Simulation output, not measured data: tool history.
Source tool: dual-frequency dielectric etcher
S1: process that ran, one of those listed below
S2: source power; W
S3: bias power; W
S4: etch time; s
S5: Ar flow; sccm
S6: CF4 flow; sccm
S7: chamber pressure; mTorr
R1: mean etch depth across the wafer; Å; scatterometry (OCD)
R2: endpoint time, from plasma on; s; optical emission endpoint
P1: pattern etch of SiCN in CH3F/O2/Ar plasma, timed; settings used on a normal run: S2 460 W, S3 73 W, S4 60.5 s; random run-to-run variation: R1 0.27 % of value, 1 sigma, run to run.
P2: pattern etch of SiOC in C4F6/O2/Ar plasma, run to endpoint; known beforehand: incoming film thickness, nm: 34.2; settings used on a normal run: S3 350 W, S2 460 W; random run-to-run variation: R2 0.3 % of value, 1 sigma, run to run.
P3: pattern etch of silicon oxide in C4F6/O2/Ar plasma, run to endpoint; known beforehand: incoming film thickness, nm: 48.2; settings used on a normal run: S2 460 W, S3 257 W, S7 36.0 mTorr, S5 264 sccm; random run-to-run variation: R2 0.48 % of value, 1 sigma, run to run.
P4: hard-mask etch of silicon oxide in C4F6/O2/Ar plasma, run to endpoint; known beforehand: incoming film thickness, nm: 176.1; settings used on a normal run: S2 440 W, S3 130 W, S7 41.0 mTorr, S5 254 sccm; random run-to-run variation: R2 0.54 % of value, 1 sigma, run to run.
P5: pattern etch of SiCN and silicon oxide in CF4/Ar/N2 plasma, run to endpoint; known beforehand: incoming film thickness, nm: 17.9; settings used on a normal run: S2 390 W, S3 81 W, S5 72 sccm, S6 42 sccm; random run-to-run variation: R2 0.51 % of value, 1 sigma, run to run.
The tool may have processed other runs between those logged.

| run | day | S1 | S2 | S3 | S4 | S5 | S6 | S7 | R1 | R2 |
|---|---|---|---|---|---|---|---|---|---|---|
| 1 | 0.388 | P1 | 460 | 73 | 60.5 |  |  |  | 239.04 |  |
| 2 | 0.738 | P5 | 390 | 81 |  | 101 | 42 |  |  | 25.010 |
| 3 | 1.233 | P1 | 460 | 73 | 40.5 |  |  |  | 161.46 |  |
| 4 | 1.479 | P2 | 460 | 274 |  |  |  |  |  | 13.393 |
| 5 | 1.729 | P2 | 460 | 350 |  |  |  |  |  | 12.264 |
| 6 | 2.167 | P2 | 460 | 350 |  |  |  |  |  | 12.274 |
| 7 | 2.633 | P1 | 460 | 97 | 60.5 |  |  |  | 265.83 |  |
| 8 | 3.104 | P1 | 660 | 73 | 60.5 |  |  |  | 275.26 |  |
| 9 | 3.567 | P1 | 320 | 73 | 60.5 |  |  |  | 210.39 |  |
| 10 | 3.933 | P5 | 390 | 81 |  | 72 | 42 |  |  | 23.889 |
| 11 | 4.208 | P5 | 540 | 81 |  | 72 | 42 |  |  | 17.894 |
|  | 4.546 | wet clean of the chamber |
| 12 | 4.658 | P3 | 460 | 257 |  | 353 |  | 36.0 |  | 13.248 |
| 13 | 4.971 | P4 | 620 | 130 |  | 254 |  | 41.0 |  | 52.750 |
| 14 | 5.208 | P3 | 460 | 257 |  | 264 |  | 46.0 |  | 13.226 |
| 15 | 5.596 | P3 | 600 | 257 |  | 264 |  | 36.0 |  | 11.690 |
| 16 | 5.954 | P1 | 460 | 73 | 60.5 |  |  |  | 240.79 |  |
| 17 | 6.404 | P3 | 460 | 257 |  | 264 |  | 36.0 |  | 12.943 |
| 18 | 6.721 | P4 | 440 | 99 |  | 254 |  | 41.0 |  | 64.665 |
| 19 | 7.150 | P1 | 460 | 59 | 60.5 |  |  |  | 223.99 |  |
| 20 | 7.483 | P1 | 460 | 73 | 85.0 |  |  |  | 337.71 |  |
| 21 | 7.725 | P1 | 460 | 73 | 60.5 |  |  |  | 240.32 |  |
| 22 | 7.962 | P5 | 390 | 104 |  | 72 | 42 |  |  | 21.756 |
| 23 | 8.258 | P1 | 460 | 60 | 33.5 |  |  |  | 124.39 |  |
| 24 | 8.650 | P3 | 460 | 257 |  | 264 |  | 36.0 |  | 12.988 |
| 25 | 8.929 | P2 | 650 | 350 |  |  |  |  |  | 10.750 |
| 26 | 9.325 | P4 | 440 | 130 |  | 333 |  | 41.0 |  | 61.546 |
| 27 | 9.788 | P4 | 440 | 130 |  | 254 |  | 51.5 |  | 61.841 |
| 28 | 10.250 | P4 | 440 | 130 |  | 254 |  | 41.0 |  | 59.826 |
| 29 | 10.721 | P5 | 390 | 81 |  | 72 | 28 |  |  | 25.277 |
| 30 | 10.958 | P1 | 460 | 73 | 60.5 |  |  |  | 240.29 |  |
| 31 | 11.358 | P3 | 460 | 169 |  | 264 |  | 36.0 |  | 14.956 |
| 32 | 11.671 | P1 | 460 | 73 | 60.5 |  |  |  | 241.05 |  |
| 33 | 12.129 | P1 | 460 | 73 | 60.5 |  |  |  | 242.72 |  |
| 34 | 12.496 | P1 | 460 | 73 | 60.5 |  |  |  | 242.67 |  |
| 35 | 12.954 | P1 | 460 | 73 | 60.5 |  |  |  | 244.16 |  |
| 36 | 13.300 | P1 | 460 | 73 | 60.5 |  |  |  | 243.75 |  |
|  | 13.412 | wet clean of the chamber |
| 37 | 13.554 | P1 | 460 | 73 | 60.5 |  |  |  | 244.17 |  |
| 38 | 13.821 | P1 | 460 | 73 | 60.5 |  |  |  | 244.95 |  |
| 39 | 14.096 | P1 | 460 | 73 | 60.5 |  |  |  | 244.66 |  |
| 40 | 14.462 | P1 | 460 | 73 | 60.5 |  |  |  | 243.94 |  |

The next listed run, before its measurement:
| 41 | 14.700 | P1 | 460 | 73 | 60.5 |  |  |  | ? |  |

R1: 244.91 Å
